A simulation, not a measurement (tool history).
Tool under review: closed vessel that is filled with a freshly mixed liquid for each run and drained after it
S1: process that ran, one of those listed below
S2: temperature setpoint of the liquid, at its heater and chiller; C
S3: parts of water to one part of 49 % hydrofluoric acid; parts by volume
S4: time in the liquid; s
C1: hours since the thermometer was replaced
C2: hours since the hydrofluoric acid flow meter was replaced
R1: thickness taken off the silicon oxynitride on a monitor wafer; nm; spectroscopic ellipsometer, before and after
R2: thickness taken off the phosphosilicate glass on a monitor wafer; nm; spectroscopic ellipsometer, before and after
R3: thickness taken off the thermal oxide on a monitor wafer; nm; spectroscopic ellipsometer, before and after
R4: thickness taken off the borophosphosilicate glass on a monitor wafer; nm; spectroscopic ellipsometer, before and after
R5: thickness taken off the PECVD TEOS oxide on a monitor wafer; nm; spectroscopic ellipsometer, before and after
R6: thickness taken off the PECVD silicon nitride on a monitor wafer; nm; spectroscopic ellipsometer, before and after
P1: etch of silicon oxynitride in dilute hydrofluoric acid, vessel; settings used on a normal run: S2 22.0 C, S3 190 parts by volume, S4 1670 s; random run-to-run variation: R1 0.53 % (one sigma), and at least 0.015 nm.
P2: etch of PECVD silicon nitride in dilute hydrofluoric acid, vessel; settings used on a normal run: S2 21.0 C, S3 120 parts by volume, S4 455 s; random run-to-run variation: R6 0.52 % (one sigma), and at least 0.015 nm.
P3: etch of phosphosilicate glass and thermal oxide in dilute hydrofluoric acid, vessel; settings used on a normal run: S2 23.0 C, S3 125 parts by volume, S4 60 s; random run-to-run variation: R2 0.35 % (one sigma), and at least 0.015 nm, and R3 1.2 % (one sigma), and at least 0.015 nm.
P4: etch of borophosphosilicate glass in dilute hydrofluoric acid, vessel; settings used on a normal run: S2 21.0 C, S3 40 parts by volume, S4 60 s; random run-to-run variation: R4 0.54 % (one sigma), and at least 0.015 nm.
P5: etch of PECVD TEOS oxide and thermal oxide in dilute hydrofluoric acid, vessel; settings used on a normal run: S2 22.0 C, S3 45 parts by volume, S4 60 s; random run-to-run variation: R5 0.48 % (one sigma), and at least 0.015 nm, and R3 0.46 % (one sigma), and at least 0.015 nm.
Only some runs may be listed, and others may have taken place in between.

run	hour	S1	S2	S3	S4	C1	C2	R1	R2	R3	R4	R5	R6
1	10.2	P1	22.0	190	1670	598.6	1409.8	25.0520					
2	16.8	P3	23.0	125	60	605.2	1416.4		62.188	2.0354			
3	24.2	P4	21.0	40	60	612.6	1423.8				75.731		
4	30.5	P1	22.0	115	1670	618.9	1430.1	44.4620					
5	41.3	P1	17.0	190	675	629.7	1440.9	8.0639					
6	54.3	P3	17.0	125	60	642.7	1453.9		48.764	1.5750			
7	67.4	P1	22.0	190	1670	655.8	1467.0	25.0460					
8	78.2	P3	23.0	125	60	666.6	1477.8		62.507	2.0162			
9	92.0	P1	22.0	275	2515	680.4	1491.6	24.7800					
10	104.2	P5	26.5	45	60	692.6	1503.8			7.8642		25.408	
11	114.9	P2	21.0	120	765	703.3	1514.5						15.9110
# hour 123.3: hydrofluoric acid flow meter replaced
12	123.7	P1	29.5	190	1670	712.1	0.5	34.7230					
13	130.4	P1	22.0	190	1670	718.8	7.2	25.1870					
14	139.6	P4	28.5	40	60	728.0	16.4				104.620		
15	150.5	P5	22.0	45	60	738.9	27.3			6.6040		21.232	
16	164.1	P5	22.0	45	30	752.5	40.9			3.2540		10.665	
17	171.1	P3	23.0	45	60	759.5	47.9		190.330	6.0315			
18	182.5	P1	22.0	190	840	770.9	59.3	12.6920					
19	189.8	P2	21.0	25	455	778.2	66.6						43.5470
20	200.1	P4	21.0	70	60	788.5	76.9				42.306		
21	213.5	P4	21.0	40	30	801.9	90.3				38.057		
22	226.6	P1	17.0	190	1670	815.0	103.4	19.9770					
23	235.9	P1	17.5	335	1670	824.3	112.7	10.6500					
24	246.2	P3	23.0	125	115	834.6	123.0		119.380	3.7697			
25	253.3	P5	22.0	20	60	841.7	130.1			15.1540		49.605	
26	265.1	P2	29.5	120	455	853.5	141.9						16.5290
27	275.7	P1	22.0	190	2830	864.1	152.5	42.2410					
28	288.5	P2	21.0	120	455	876.9	165.3						9.3743
29	299.0	P4	21.0	40	60	887.4	175.8				76.141		
30	311.2	P1	22.0	280	1670	899.6	188.0	16.0410					
31	323.0	P1	22.0	190	1670	911.4	199.8	25.0550					
32	332.8	P1	22.0	190	1670	921.2	209.6	25.1880					
33	340.4	P1	22.0	190	1670	928.8	217.2	23.9830					
34	351.0	P1	22.0	190	1670	939.4	227.8	23.3200					
35	362.9	P1	22.0	190	1670	951.3	239.7	22.8720					
36	374.1	P1	22.0	190	1670	962.5	250.9	22.6550					
37	386.2	P1	22.0	190	1670	974.6	263.0	22.5270					
38	392.6	P1	22.0	190	1670	981.0	269.4	22.4600					
39	401.6	P1	22.0	190	1670	990.0	278.4	22.3040					

What P1 gives has crept away from where it was. These 2 causes fit the log equally well, each at the size given:
A: hydrofluoric acid flow below the setpoint (%) = 9.19
B: liquid colder than its thermometer reads (K) = 2.38
The process output started creeping at around hour 332.8.

Below are 4 check runs, each on a single wafer, with their results shown as question marks. Which of them would tell the listed causes apart, meaning the causes would give clearly different results under it?
check 1	410.6	P4	21.0	40	35						?		
check 2	410.6	P5	22.0	25	60					?		?	
check 3	410.6	P3	17.0	45	60				?	?			
check 4	410.6	P2	27.5	120	705								?

What every check run would give for each of its results, assuming each possible cause in turn:
check	result	if A	if B
check 1	R4	40.053	40.033
check 2	R3	10.9620	10.9320
check 2	R5	35.620	35.522
check 3	R2	133.520	133.060
check 3	R3	4.3216	4.3070
check 4	R6	20.3340	19.2260
Smallest distance between any two causes, each pair judged by its most separating result, in per cent: check 1 0.05 %; check 2 0.28 %; check 3 0.34 %; check 4 5.6 %
Check 4 tells the causes apart: in the others they would give nearly the same result.

Check 4 has now been run. It gave: R6 20.1670 nm. Which of the candidate causes is it?

It is A: hydrofluoric acid flow below the setpoint (%).
